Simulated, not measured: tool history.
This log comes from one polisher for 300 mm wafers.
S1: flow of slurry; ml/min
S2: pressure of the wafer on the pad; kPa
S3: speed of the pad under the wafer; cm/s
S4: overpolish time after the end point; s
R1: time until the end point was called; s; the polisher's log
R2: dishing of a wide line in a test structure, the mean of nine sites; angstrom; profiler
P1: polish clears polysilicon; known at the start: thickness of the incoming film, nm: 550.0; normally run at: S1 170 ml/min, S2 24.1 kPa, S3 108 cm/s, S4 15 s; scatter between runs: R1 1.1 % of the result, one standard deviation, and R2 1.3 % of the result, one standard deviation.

Run 1, hour 6: S1 170 ml/min, S2 24.1 kPa, S3 108 cm/s, S4 15 s. Result: R1 32.8 s, R2 456.75 angstrom.
Run 2, hour 12.4: S1 170 ml/min, S2 24.1 kPa, S3 108 cm/s, S4 6 s. Result: R1 33.063 s, R2 401.38 angstrom.
Run 3, hour 19.8: S1 170 ml/min, S2 24.1 kPa, S3 108 cm/s, S4 15 s. Result: R1 33.621 s, R2 464.95 angstrom.
Run 4, hour 25.5: S1 170 ml/min, S2 24.1 kPa, S3 108 cm/s, S4 15 s. Result: R1 33.686 s, R2 464.57 angstrom.
Run 5, hour 29.3: S1 100 ml/min, S2 24.1 kPa, S3 108 cm/s, S4 15 s. Result: R1 36.912 s, R2 460.62 angstrom.
Run 6, hour 33.5: S1 170 ml/min, S2 24.1 kPa, S3 108 cm/s, S4 15 s. Result: R1 33.213 s, R2 455.58 angstrom.
Run 7, hour 39.1: S1 170 ml/min, S2 24.1 kPa, S3 108 cm/s, S4 15 s. Result: R1 33.724 s, R2 460.3 angstrom.
Run 8, hour 46.2: S1 170 ml/min, S2 13.1 kPa, S3 108 cm/s, S4 15 s. Result: R1 61.971 s, R2 434.82 angstrom.
Run 9, hour 53.7: S1 170 ml/min, S2 24.1 kPa, S3 76 cm/s, S4 15 s. Result: R1 47.062 s, R2 448.16 angstrom.
Run 10, hour 58.4: S1 170 ml/min, S2 24.1 kPa, S3 108 cm/s, S4 22 s. Result: R1 32.836 s, R2 472.04 angstrom.
Run 11, hour 65.5: S1 170 ml/min, S2 24.1 kPa, S3 108 cm/s, S4 15 s. Result: R1 33.136 s, R2 462.5 angstrom.
Run 12, hour 70.6: S1 270 ml/min, S2 24.1 kPa, S3 108 cm/s, S4 15 s. Result: R1 31.133 s, R2 473.46 angstrom.
Run 13, hour 78: S1 170 ml/min, S2 32.4 kPa, S3 108 cm/s, S4 15 s. Result: R1 24.874 s, R2 468.21 angstrom.
Run 14, hour 84.9: S1 170 ml/min, S2 24.1 kPa, S3 160 cm/s, S4 15 s. Result: R1 22.352 s, R2 466.63 angstrom.
Run 15, hour 91.2: S1 130 ml/min, S2 24.1 kPa, S3 108 cm/s, S4 7 s. Result: R1 34.738 s, R2 415.77 angstrom.
Run 16, hour 98.3: S1 170 ml/min, S2 24.1 kPa, S3 108 cm/s, S4 15 s. Result: R1 33.02 s, R2 464.58 angstrom.
Run 17, hour 104.1: S1 215 ml/min, S2 24.1 kPa, S3 108 cm/s, S4 22 s. Result: R1 31.53 s, R2 462.72 angstrom.
Run 18, hour 108.3: S1 170 ml/min, S2 11.7 kPa, S3 166 cm/s, S4 15 s. Result: R1 44.563 s, R2 448.79 angstrom.
Run 19, hour 112.1: S1 170 ml/min, S2 24.1 kPa, S3 108 cm/s, S4 15 s. Result: R1 33.617 s, R2 459.87 angstrom.
Run 20, hour 119.5: S1 170 ml/min, S2 24.1 kPa, S3 108 cm/s, S4 15 s. Result: R1 34.154 s, R2 464.04 angstrom.
Run 21, hour 127: S1 170 ml/min, S2 24.1 kPa, S3 108 cm/s, S4 15 s. Result: R1 35.118 s, R2 456.82 angstrom.
Run 22, hour 132: S1 170 ml/min, S2 24.1 kPa, S3 108 cm/s, S4 15 s. Result: R1 35.775 s, R2 455.68 angstrom.
Run 23, hour 136.6: S1 170 ml/min, S2 24.1 kPa, S3 108 cm/s, S4 15 s. Result: R1 35.607 s, R2 466.67 angstrom.
Run 24, hour 140.2: S1 170 ml/min, S2 24.1 kPa, S3 108 cm/s, S4 15 s. Result: R1 35.82 s, R2 459.62 angstrom.
At hour 143.3: head pressure recalibrated.
Run 25, hour 147.2: S1 170 ml/min, S2 24.1 kPa, S3 108 cm/s, S4 15 s. Result: R1 36.519 s, R2 467.99 angstrom.
Run 26, hour 153.6: S1 170 ml/min, S2 24.1 kPa, S3 108 cm/s, S4 15 s. Result: R1 35.696 s, R2 467.92 angstrom.
Run 27, hour 161.1: S1 170 ml/min, S2 24.1 kPa, S3 108 cm/s, S4 15 s. Result: R1 35.993 s, R2 460.33 angstrom.

The log shows P1 creeping away from where it was. Any of the 2 causes listed here, at the size stated for it, fits the log just as well as the others:
A: removal rate lost through wear of the pad, % = 8.02
B: slurry flow missing at the pad, % = 35.9
The gradual shift began around hour 112.1.
Excluded causes, each with its reason:
head's pressure below its setpoint, %: its service at hour 143.3 followed the start of the drift and did not put the process back to its old value

Which of the check runs below tells the causes apart, meaning the causes would give it clearly different results? Each run uses 3 wafers whose results are averaged, and each result is shown as a question mark.
Run check 1, hour 168.6: S1 170 ml/min, S2 31.7 kPa, S3 108 cm/s, S4 15 s. Result: R1 ?, R2 ?.
Run check 2, hour 168.6: S1 170 ml/min, S2 19.3 kPa, S3 108 cm/s, S4 15 s. Result: R1 ?, R2 ?.
Run check 3, hour 168.6: S1 100 ml/min, S2 24.1 kPa, S3 146 cm/s, S4 15 s. Result: R1 ?, R2 ?.
Run check 4, hour 168.6: S1 170 ml/min, S2 24.1 kPa, S3 138 cm/s, S4 15 s. Result: R1 ?, R2 ?.

What every check run would give for each of its results, assuming each possible cause in turn:
  check  result    if A    if B
check 1      R1  27.397  27.399
check 1      R2  464.51  464.51
check 2      R1  45.009  45.012
check 2      R2  453.77  453.77
check 3      R1  29.557  31.077
check 3      R2  463.89  463.34
check 4      R1   28.18  28.182
check 4      R2   464.3   464.3
Minimum pairwise separation of causes per check, each pair taken at its best-separating result: check 1 0.01 %; check 2 0.01 %; check 3 5.01 %; check 4 0.01 %
The other checks would show nearly matching results whichever cause is true, so check 3 is the only one that separates the causes.

After running check 3, the following was obtained: R1 29.256 s; R2 467.06 angstrom. Which cause does this point to?

The cause is A: removal rate lost through wear of the pad, %.

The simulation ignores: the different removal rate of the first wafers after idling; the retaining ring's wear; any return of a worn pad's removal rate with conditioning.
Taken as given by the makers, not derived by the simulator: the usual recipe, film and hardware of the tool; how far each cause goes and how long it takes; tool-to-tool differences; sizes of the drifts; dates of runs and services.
